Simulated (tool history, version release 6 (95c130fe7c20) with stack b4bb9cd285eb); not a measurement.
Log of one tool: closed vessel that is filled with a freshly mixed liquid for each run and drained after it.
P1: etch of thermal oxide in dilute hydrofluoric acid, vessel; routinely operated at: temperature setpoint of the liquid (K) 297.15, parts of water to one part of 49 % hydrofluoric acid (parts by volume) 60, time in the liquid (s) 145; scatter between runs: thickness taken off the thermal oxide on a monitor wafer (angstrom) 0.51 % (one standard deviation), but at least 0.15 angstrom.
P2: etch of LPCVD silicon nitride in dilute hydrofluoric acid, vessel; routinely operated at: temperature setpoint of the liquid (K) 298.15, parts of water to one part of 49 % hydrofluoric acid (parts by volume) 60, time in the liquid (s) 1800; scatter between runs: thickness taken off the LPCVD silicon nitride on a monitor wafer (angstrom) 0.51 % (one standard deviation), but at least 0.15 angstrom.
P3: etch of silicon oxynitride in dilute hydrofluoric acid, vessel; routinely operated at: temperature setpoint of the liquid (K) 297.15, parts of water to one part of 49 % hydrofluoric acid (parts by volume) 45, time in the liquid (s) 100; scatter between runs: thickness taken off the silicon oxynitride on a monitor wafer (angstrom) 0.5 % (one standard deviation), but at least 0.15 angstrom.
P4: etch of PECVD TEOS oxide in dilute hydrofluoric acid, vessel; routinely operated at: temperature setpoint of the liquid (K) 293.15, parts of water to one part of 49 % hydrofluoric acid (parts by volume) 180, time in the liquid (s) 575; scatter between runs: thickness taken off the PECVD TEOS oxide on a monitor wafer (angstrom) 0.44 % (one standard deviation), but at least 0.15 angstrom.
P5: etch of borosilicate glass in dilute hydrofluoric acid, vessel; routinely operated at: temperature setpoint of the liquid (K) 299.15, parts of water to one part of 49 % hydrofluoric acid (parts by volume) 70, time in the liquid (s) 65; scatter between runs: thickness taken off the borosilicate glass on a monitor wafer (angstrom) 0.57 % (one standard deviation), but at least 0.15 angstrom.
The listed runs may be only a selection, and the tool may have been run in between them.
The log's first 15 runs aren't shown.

run   hour  process that ran  temperature setpoint of the liquid (K)  parts of water to one part of 49 % hydrofluoric acid (parts by volume)  time in the liquid (s)  thickness taken off the thermal oxide on a monitor wafer (angstrom)  thickness taken off the PECVD TEOS oxide on a monitor wafer (angstrom)  thickness taken off the silicon oxynitride on a monitor wafer (angstrom)  thickness taken off the LPCVD silicon nitride on a monitor wafer (angstrom)  thickness taken off the borosilicate glass on a monitor wafer (angstrom)
 16  192.6                P2                                  304.15                                                                      60                    1800                                                                                                                                                                                                                                                                                              244.86
 17  201.4                P4                                  299.65                                                                     180                     575                                                                                                                                       550.19
 18  209.7                P3                                  297.15                                                                      45                     100                                                                                                                                                                                                                  84.15
 19  225.7                P1                                  297.15                                                                      60                     145                                                               118.37
 20  239.8                P1                                  297.15                                                                      60                      75                                                               62.078
 21  254.1                P1                                  297.15                                                                      60                     145                                                               118.61
 22  270.6                P3                                  297.15                                                                      45                     100                                                                                                                                                                                                                  83.93
 23  282.3                P1                                  297.15                                                                      60                     250                                                               203.65
 24  291.9                P1                                  297.15                                                                     100                     145                                                               67.475
 25  304.7                P5                                  299.15                                                                      20                      65                                                                                                                                                                                                                                                                                                                                                                        1410.3
 26  318.8                P1                                  290.15                                                                      60                     145                                                               87.558
 27    327                P1                                  297.15                                                                      60                     145                                                                118.9
 28    342                P4                                  293.15                                                                      65                     575                                                                                                                                         1350
 29  351.1                P5                                  299.15                                                                      70                     110                                                                                                                                                                                                                                                                                                                                                                        642.53
 30  360.7                P3                                  305.65                                                                      45                     100                                                                                                                                                                                                                 125.74

Predict the results of run 31:
 31  372.4                P1                                  297.15                                                                      60                     145                                                                    ?

{"run 31": {"thickness taken off the thermal oxide on a monitor wafer (angstrom)": 119.48}}
